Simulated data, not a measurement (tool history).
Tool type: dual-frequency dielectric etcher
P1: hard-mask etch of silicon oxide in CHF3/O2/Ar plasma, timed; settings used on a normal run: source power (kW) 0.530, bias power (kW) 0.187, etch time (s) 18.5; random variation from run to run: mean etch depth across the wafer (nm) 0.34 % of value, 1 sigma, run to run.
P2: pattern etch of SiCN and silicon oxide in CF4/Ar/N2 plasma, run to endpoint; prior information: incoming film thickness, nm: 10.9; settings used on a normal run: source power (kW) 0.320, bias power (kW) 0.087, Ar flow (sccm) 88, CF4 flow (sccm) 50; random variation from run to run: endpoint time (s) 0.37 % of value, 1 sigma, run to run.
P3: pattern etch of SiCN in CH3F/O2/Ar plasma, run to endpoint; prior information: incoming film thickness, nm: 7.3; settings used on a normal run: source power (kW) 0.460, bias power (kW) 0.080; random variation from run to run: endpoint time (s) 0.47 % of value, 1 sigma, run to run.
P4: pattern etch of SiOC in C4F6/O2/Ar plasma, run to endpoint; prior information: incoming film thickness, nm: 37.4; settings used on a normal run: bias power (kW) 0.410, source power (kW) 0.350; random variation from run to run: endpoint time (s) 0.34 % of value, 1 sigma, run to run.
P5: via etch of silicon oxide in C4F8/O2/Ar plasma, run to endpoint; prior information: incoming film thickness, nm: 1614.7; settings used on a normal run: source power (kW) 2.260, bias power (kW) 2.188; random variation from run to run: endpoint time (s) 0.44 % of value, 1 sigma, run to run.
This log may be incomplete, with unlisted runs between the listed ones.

run,hour,process that ran,source power (kW),bias power (kW),etch time (s),Ar flow (sccm),CF4 flow (sccm),hours since the last wet clean,hours since the last source power generator calibration,hours since the last bias power generator calibration,mean etch depth across the wafer (nm),endpoint time (s)
1,3.3,P1,0.530,0.187,18.5,,,270.2,1305.6,280.2,34.844,
2,7.2,P1,0.710,0.258,18.5,,,274.1,1309.5,284.1,43.543,
3,10.6,P1,0.530,0.187,12.0,,,277.5,1312.9,287.5,22.795,
4,15.2,P1,0.530,0.143,18.5,,,282.1,1317.5,292.1,32.279,
5,19.8,P1,0.530,0.187,18.5,,,286.7,1322.1,296.7,34.960,
6,22.8,P5,1.740,2.188,,,,289.7,1325.1,299.7,,321.390
7,25.0,P2,0.320,0.087,,88,50,291.9,1327.3,301.9,,16.316
8,28.2,P3,0.460,0.047,,,,295.1,1330.5,305.1,,20.901
9,31.3,P5,2.260,2.188,,,,298.2,1333.6,308.2,,290.080
10,35.4,P3,0.460,0.080,,,,302.3,1337.7,312.3,,17.317
11,40.3,P2,0.320,0.087,,54,50,307.2,1342.6,317.2,,15.370
12,42.5,P1,0.530,0.137,24.5,,,309.4,1344.8,319.4,42.052,
13,45.5,P3,0.650,0.080,,,,312.4,1347.8,322.4,,15.217
14,50.4,P1,0.410,0.187,11.5,,,317.3,1352.7,327.3,19.721,
15,53.6,P1,0.530,0.187,18.5,,,320.5,1355.9,330.5,35.057,
16,55.8,P1,0.530,0.264,18.5,,,322.7,1358.1,332.7,39.768,
17,59.1,P3,0.460,0.080,,,,326.0,1361.4,336.0,,17.331
18,62.3,P5,2.260,1.372,,,,329.2,1364.6,339.2,,328.300
19,65.2,P4,0.350,0.265,,,,332.1,1367.5,342.1,,16.242
20,67.5,P4,0.450,0.410,,,,334.4,1369.8,344.4,,12.728
21,70.9,P1,0.640,0.187,18.5,,,337.8,1373.2,347.8,37.581,
22,74.9,P2,0.320,0.104,,88,50,341.8,1377.2,351.8,,15.294
23,78.0,P1,0.530,0.187,27.5,,,344.9,1380.3,354.9,52.147,
24,81.9,P4,0.350,0.410,,,,348.8,1384.2,358.8,,13.945
25,84.5,P5,2.260,2.188,,,,351.4,1386.8,361.4,,290.990
26,87.2,P2,0.320,0.087,,88,33,354.1,1389.5,364.1,,17.408
27,90.2,P1,0.530,0.187,18.5,,,357.1,1392.5,367.1,35.360,
28,95.0,P2,0.250,0.087,,88,50,361.9,1397.3,371.9,,20.127
29,99.8,P1,0.320,0.187,18.5,,,366.7,1402.1,376.7,28.995,
30,104.4,P1,0.530,0.187,18.5,,,371.3,1406.7,381.3,35.018,
31,108.6,P1,0.530,0.187,18.5,,,375.5,1410.9,385.5,34.966,
32,111.3,P1,0.530,0.187,18.5,,,378.2,1413.6,388.2,34.791,

Expected results for the next run?
33,113.9,P1,0.530,0.187,18.5,,,380.8,1416.2,390.8,?,

Run 33 yielded mean etch depth across the wafer (nm) 34.412.
